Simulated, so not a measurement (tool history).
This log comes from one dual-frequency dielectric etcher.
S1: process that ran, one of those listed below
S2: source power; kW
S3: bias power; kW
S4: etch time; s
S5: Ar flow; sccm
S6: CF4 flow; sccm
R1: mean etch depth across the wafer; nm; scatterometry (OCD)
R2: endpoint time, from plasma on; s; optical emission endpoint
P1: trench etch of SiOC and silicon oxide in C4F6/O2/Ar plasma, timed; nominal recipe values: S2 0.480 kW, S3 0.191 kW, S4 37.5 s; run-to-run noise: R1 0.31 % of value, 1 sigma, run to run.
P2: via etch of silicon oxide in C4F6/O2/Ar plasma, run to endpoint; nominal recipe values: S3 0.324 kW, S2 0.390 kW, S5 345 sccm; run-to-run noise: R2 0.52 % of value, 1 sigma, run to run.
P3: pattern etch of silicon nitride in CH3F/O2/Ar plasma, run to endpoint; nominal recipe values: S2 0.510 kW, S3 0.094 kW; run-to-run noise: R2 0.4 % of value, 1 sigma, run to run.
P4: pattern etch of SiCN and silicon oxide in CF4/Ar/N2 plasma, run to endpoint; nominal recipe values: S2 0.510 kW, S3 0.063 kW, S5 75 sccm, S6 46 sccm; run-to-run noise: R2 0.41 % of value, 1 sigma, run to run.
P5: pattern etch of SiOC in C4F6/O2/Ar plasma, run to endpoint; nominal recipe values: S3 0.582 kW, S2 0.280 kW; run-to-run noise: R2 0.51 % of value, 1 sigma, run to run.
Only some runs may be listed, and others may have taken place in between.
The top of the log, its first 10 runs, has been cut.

{"run": 11, "hour": 89.8, "S1": "P1", "S2": 0.48, "S3": 0.191, "S4": 37.5, "R1": 79.547}
{"run": 12, "hour": 94.7, "S1": "P5", "S2": 0.28, "S3": 0.582, "R2": 9.4122}
{"run": 13, "hour": 100.7, "S1": "P2", "S2": 0.25, "S3": 0.324, "S5": 345, "R2": 35.957}
{"run": 14, "hour": 110.5, "S1": "P1", "S2": 0.48, "S3": 0.191, "S4": 50.0, "R1": 105.52}
{"run": 15, "hour": 115.9, "S1": "P1", "S2": 0.31, "S3": 0.191, "S4": 37.5, "R1": 67.119}
{"run": 16, "hour": 125.2, "S1": "P4", "S2": 0.51, "S3": 0.063, "S5": 89, "S6": 46, "R2": 13.369}
{"run": 17, "hour": 133.7, "S1": "P1", "S2": 0.48, "S3": 0.191, "S4": 37.5, "R1": 79.584}
{"run": 18, "hour": 143.9, "S1": "P3", "S2": 0.71, "S3": 0.094, "R2": 18.677}
{"run": 19, "hour": 153.2, "S1": "P1", "S2": 0.48, "S3": 0.191, "S4": 37.5, "R1": 79.241}
{"run": 20, "hour": 159.9, "S1": "P4", "S2": 0.51, "S3": 0.09, "S5": 75, "S6": 46, "R2": 11.535}
{"run": 21, "hour": 168.0, "S1": "P1", "S2": 0.48, "S3": 0.191, "S4": 37.5, "R1": 79.72}
{"run": 22, "hour": 178.7, "S1": "P1", "S2": 0.63, "S3": 0.191, "S4": 37.5, "R1": 88.337}
{"run": 23, "hour": 183.9, "S1": "P2", "S2": 0.39, "S3": 0.324, "S5": 345, "R2": 30.694}
{"run": 24, "hour": 194.4, "S1": "P1", "S2": 0.48, "S3": 0.134, "S4": 37.5, "R1": 71.657}
{"run": 25, "hour": 203.9, "S1": "P4", "S2": 0.51, "S3": 0.063, "S5": 75, "S6": 46, "R2": 13.017}
{"run": 26, "hour": 212.7, "S1": "P2", "S2": 0.39, "S3": 0.324, "S5": 345, "R2": 30.543}
{"run": 27, "hour": 221.8, "S1": "P1", "S2": 0.35, "S3": 0.191, "S4": 50.5, "R1": 94.551}
{"run": 28, "hour": 228.6, "S1": "P1", "S2": 0.4, "S3": 0.23, "S4": 37.5, "R1": 78.749}
{"run": 29, "hour": 239.2, "S1": "P4", "S2": 0.72, "S3": 0.063, "S5": 75, "S6": 46, "R2": 9.5854}

Run 30, settings as shown, results not yet in. Your forecast:
{"run": 30, "hour": 246.1, "S1": "P4", "S2": 0.51, "S3": 0.063, "S5": 75, "S6": 65, "R2": "?"}

{"run 30": {"R2": 12.404}}
